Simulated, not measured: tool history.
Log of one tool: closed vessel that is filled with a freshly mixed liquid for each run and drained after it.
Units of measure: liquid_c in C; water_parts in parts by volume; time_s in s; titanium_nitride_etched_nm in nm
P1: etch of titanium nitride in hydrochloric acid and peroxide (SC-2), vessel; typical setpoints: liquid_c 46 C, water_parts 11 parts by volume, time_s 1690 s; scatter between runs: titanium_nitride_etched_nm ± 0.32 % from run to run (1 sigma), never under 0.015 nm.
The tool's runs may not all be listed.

| run | hour | liquid_c | water_parts | time_s | hours since the thermometer was replaced | hours since the chemicals flow meter was replaced | hours since the drum of peroxide was connected | titanium_nitride_etched_nm |
|---|---|---|---|---|---|---|---|---|
| 1 | 6.1 | 46 | 11 | 1690 | 1063.6 | 568.3 | 387.4 | 20.498 |
| 2 | 13.9 | 46 | 11 | 1690 | 1071.4 | 576.1 | 395.2 | 20.347 |
| 3 | 22.6 | 35 | 11 | 1690 | 1080.1 | 584.8 | 403.9 | 9.3582 |
| 4 | 34.7 | 46 | 11 | 1690 | 1092.2 | 596.9 | 416 | 20.47 |
| 5 | 44.3 | 46 | 11 | 1690 | 1101.8 | 606.5 | 425.6 | 20.355 |
| 6 | 56 | 46 | 11 | 2980 | 1113.5 | 618.2 | 437.3 | 35.963 |
| 7 | 68.2 | 46 | 19 | 1690 | 1125.7 | 630.4 | 449.5 | 12.565 |
| 8 | 77.3 | 46 | 11 | 1690 | 1134.8 | 639.5 | 458.6 | 20.461 |
| 9 | 83.8 | 46 | 11 | 1690 | 1141.3 | 646 | 465.1 | 20.345 |
| 10 | 95.8 | 39.5 | 4 | 1690 | 1153.3 | 658 | 477.1 | 28.165 |
| 11 | 107.9 | 46 | 11 | 1690 | 1165.4 | 670.1 | 489.2 | 20.285 |
| 12 | 119.7 | 56 | 11 | 1690 | 1177.2 | 681.9 | 501 | 39.543 |
| 13 | 128.7 | 46 | 4 | 1690 | 1186.2 | 690.9 | 510 | 44.185 |
| 14 | 134.7 | 46 | 11 | 90 | 1192.2 | 696.9 | 516 | 1.0642 |
| 15 | 147.2 | 46 | 11 | 1690 | 1204.7 | 709.4 | 528.5 | 20.348 |
| 16 | 156.6 | 46 | 11 | 1690 | 1214.1 | 718.8 | 537.9 | 21.242 |
| 17 | 168.1 | 46 | 11 | 1690 | 1225.6 | 730.3 | 549.4 | 21.738 |
| 18 | 176.1 | 46 | 11 | 1690 | 1233.6 | 738.3 | 557.4 | 22.012 |
| 19 | 181.6 | 46 | 11 | 1690 | 1239.1 | 743.8 | 562.9 | 22.049 |
| 20 | 189.6 | 46 | 11 | 1690 | 1247.1 | 751.8 | 570.9 | 22.127 |
| 21 | 197 | 46 | 11 | 1690 | 1254.5 | 759.2 | 578.3 | 22.197 |
| 22 | 204.1 | 46 | 11 | 1690 | 1261.6 | 766.3 | 585.4 | 22.086 |

Something has made what P1 gives creep away from where it was; the 2 causes below, each at its own stated size, fit the log equally well:
A: liquid hotter than its thermometer reads (K) = 1.18
B: chemicals flow above the setpoint (%) = 10
Onset of the creep was near hour 147.2.
Why every other cause is out:
peroxide weaker than its label (%): at its largest 8, which would move titanium_nitride_etched_nm by -7.4 %, too little to match the creep or of the wrong sign

Below are 4 check runs, each on a single wafer, with their results shown as question marks. Which of them would tell the listed causes apart, meaning the causes would give clearly different results under it?
| check 1 | 211.2 | 46 | 11 | 2280 |  |  |  | ? |
| check 2 | 211.2 | 35 | 4 | 1690 |  |  |  | ? |
| check 3 | 211.2 | 46 | 18 | 1690 |  |  |  | ? |
| check 4 | 211.2 | 38 | 11 | 450 |  |  |  | ? |

How each check would come out, cause by cause:
| check | result | if A | if B |
|---|---|---|---|
| check 1 | titanium_nitride_etched_nm | 29.853 | 29.843 |
| check 2 | titanium_nitride_etched_nm | 22.133 | 21.617 |
| check 3 | titanium_nitride_etched_nm | 14.383 | 14.455 |
| check 4 | titanium_nitride_etched_nm | 3.3765 | 3.3614 |
Smallest distance between any two causes, each pair judged by its most separating result, in per cent: check 1 0.03 %; check 2 2.36 %; check 3 0.5 %; check 4 0.45 %
Check 2 distinguishes between the causes, while the remaining checks would return nearly the same result for all of them.

Check 2 has now been run. It gave: titanium_nitride_etched_nm 22.126 nm. Which of the candidate causes is it?

The cause is A: liquid hotter than its thermometer reads (K).
